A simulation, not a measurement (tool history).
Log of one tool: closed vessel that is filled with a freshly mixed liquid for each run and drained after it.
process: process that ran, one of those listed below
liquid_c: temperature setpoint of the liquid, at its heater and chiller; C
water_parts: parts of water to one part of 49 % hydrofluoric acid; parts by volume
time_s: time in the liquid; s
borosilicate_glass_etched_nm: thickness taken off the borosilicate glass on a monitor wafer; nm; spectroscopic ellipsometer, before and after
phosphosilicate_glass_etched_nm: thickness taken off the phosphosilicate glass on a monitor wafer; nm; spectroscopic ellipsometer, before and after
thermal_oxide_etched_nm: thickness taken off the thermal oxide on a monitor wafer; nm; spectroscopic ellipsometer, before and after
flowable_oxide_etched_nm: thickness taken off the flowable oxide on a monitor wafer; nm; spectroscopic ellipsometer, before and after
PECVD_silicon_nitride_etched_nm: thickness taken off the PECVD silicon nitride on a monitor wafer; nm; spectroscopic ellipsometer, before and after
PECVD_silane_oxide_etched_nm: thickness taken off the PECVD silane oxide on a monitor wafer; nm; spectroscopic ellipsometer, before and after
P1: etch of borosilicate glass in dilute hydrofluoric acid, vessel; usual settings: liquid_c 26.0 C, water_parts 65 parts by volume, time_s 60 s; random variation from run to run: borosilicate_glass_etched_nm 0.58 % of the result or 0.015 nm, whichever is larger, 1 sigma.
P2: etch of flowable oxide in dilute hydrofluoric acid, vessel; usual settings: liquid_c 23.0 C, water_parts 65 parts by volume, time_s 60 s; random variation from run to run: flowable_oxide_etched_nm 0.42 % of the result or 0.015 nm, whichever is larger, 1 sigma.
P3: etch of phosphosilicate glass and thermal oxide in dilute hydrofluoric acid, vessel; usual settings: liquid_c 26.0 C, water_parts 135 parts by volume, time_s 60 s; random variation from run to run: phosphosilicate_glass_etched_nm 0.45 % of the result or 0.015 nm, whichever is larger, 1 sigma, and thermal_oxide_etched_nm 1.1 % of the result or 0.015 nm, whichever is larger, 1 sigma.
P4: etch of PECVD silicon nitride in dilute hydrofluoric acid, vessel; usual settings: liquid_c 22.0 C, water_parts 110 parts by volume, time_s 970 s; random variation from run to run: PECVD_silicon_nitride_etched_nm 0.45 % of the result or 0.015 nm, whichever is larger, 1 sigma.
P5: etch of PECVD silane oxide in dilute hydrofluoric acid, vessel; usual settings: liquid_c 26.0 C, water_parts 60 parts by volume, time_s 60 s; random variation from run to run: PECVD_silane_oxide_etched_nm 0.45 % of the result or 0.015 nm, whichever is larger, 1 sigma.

| run | hour | process | liquid_c | water_parts | time_s | borosilicate_glass_etched_nm | phosphosilicate_glass_etched_nm | thermal_oxide_etched_nm | flowable_oxide_etched_nm | PECVD_silicon_nitride_etched_nm | PECVD_silane_oxide_etched_nm |
|---|---|---|---|---|---|---|---|---|---|---|---|
| 1 | 9.7 | P1 | 26.0 | 65 | 60 | 23.810 |  |  |  |  |  |
| 2 | 21.4 | P3 | 32.5 | 135 | 60 |  | 77.308 | 2.5566 |  |  |  |
| 3 | 28.8 | P2 | 23.0 | 65 | 60 |  |  |  | 46.258 |  |  |
| 4 | 37.9 | P1 | 19.5 | 65 | 60 | 18.248 |  |  |  |  |  |
| 5 | 43.5 | P4 | 22.0 | 110 | 970 |  |  |  |  | 43.131 |  |
| 6 | 51.7 | P2 | 17.0 | 65 | 60 |  |  |  | 35.625 |  |  |
| 7 | 64.0 | P4 | 17.0 | 110 | 970 |  |  |  |  | 30.493 |  |
| 8 | 73.1 | P2 | 23.0 | 40 | 60 |  |  |  | 77.377 |  |  |
| 9 | 81.6 | P2 | 23.0 | 65 | 120 |  |  |  | 92.020 |  |  |
| 10 | 88.0 | P5 | 26.0 | 60 | 60 |  |  |  |  |  | 30.290 |
| 11 | 95.8 | P3 | 26.0 | 35 | 60 |  | 266.870 | 9.0227 |  |  |  |
| 12 | 102.5 | P1 | 26.0 | 65 | 30 | 11.863 |  |  |  |  |  |
| 13 | 109.1 | P5 | 26.0 | 60 | 60 |  |  |  |  |  | 30.242 |
| 14 | 119.7 | P1 | 26.0 | 65 | 115 | 45.315 |  |  |  |  |  |
| 15 | 129.4 | P5 | 26.0 | 20 | 60 |  |  |  |  |  | 96.519 |
| 16 | 136.9 | P3 | 26.0 | 135 | 60 |  | 60.656 | 2.0441 |  |  |  |
| 17 | 145.2 | P5 | 26.0 | 60 | 90 |  |  |  |  |  | 45.938 |
| 18 | 155.8 | P1 | 26.0 | 65 | 60 | 23.860 |  |  |  |  |  |
| 19 | 165.7 | P5 | 32.5 | 60 | 60 |  |  |  |  |  | 39.040 |
| 20 | 175.7 | P3 | 26.0 | 135 | 30 |  | 30.409 | 1.0730 |  |  |  |
| 21 | 185.3 | P1 | 26.0 | 65 | 60 | 23.660 |  |  |  |  |  |
| 22 | 196.7 | P1 | 26.0 | 65 | 60 | 23.891 |  |  |  |  |  |
| 23 | 205.4 | P4 | 22.0 | 110 | 1725 |  |  |  |  | 76.536 |  |
| 24 | 213.4 | P1 | 26.0 | 90 | 60 | 16.562 |  |  |  |  |  |
| 25 | 220.6 | P1 | 26.0 | 35 | 60 | 46.025 |  |  |  |  |  |
| 26 | 230.4 | P1 | 31.5 | 65 | 60 | 29.689 |  |  |  |  |  |
|  | 233.5 | thermometer replaced |
| 27 | 241.9 | P1 | 32.0 | 95 | 60 | 19.760 |  |  |  |  |  |
| 28 | 252.9 | P1 | 26.0 | 65 | 60 | 23.843 |  |  |  |  |  |
| 29 | 263.8 | P1 | 26.0 | 65 | 60 | 23.661 |  |  |  |  |  |
| 30 | 270.2 | P3 | 26.0 | 135 | 60 |  | 60.800 | 2.0007 |  |  |  |
| 31 | 281.3 | P4 | 22.0 | 70 | 970 |  |  |  |  | 67.324 |  |
| 32 | 289.7 | P1 | 26.0 | 65 | 60 | 23.605 |  |  |  |  |  |
| 33 | 295.6 | P1 | 26.0 | 65 | 60 | 23.242 |  |  |  |  |  |
| 34 | 303.8 | P1 | 26.0 | 65 | 60 | 22.788 |  |  |  |  |  |
| 35 | 310.4 | P1 | 26.0 | 65 | 60 | 22.359 |  |  |  |  |  |
| 36 | 322.3 | P1 | 26.0 | 65 | 60 | 22.062 |  |  |  |  |  |
| 37 | 329.1 | P1 | 26.0 | 65 | 60 | 22.131 |  |  |  |  |  |
| 38 | 335.2 | P1 | 26.0 | 65 | 60 | 22.005 |  |  |  |  |  |
| 39 | 344.0 | P1 | 26.0 | 65 | 60 | 21.826 |  |  |  |  |  |
| 40 | 355.9 | P1 | 26.0 | 65 | 60 | 21.785 |  |  |  |  |  |
| 41 | 362.6 | P1 | 26.0 | 65 | 60 | 21.864 |  |  |  |  |  |
| 42 | 374.0 | P1 | 26.0 | 65 | 60 | 21.685 |  |  |  |  |  |
| 43 | 383.4 | P1 | 26.0 | 65 | 60 | 21.810 |  |  |  |  |  |

What P1 gives has crept away from where it was. These 2 causes fit the log equally well, each at the size given:
A: liquid colder than its thermometer reads (K) = 2.32
B: hydrofluoric acid flow below the setpoint (%) = 8.19
The creep began at about hour 289.7.

4 check runs are offered, one wafer each, their results left as question marks. Which one tells the causes apart?
| check 1 | 392.8 | P3 | 26.0 | 135 | 60 |  | ? | ? |  |  |  |
| check 2 | 392.8 | P4 | 22.0 | 110 | 970 |  |  |  |  | ? |  |
| check 3 | 392.8 | P5 | 26.0 | 60 | 60 |  |  |  |  |  | ? |
| check 4 | 392.8 | P2 | 23.0 | 65 | 60 |  |  |  | ? |  |  |

What each check would give under each cause:
| check | result | if A | if B |
|---|---|---|---|
| check 1 | phosphosilicate_glass_etched_nm | 55.583 | 54.968 |
| check 1 | thermal_oxide_etched_nm | 1.8893 | 1.8684 |
| check 2 | PECVD_silicon_nitride_etched_nm | 36.883 | 39.652 |
| check 3 | PECVD_silane_oxide_etched_nm | 27.688 | 27.725 |
| check 4 | flowable_oxide_etched_nm | 41.767 | 41.904 |
How far apart the two closest causes lie, in the result that separates them most: check 1 1.11 %; check 2 7.24 %; check 3 0.14 %; check 4 0.33 %
Check 2 tells the causes apart: in the others they would give nearly the same result.

Check 2 was then run and gave: PECVD_silicon_nitride_etched_nm 36.855 nm. Which cause is it?

It is A: liquid colder than its thermometer reads (K).

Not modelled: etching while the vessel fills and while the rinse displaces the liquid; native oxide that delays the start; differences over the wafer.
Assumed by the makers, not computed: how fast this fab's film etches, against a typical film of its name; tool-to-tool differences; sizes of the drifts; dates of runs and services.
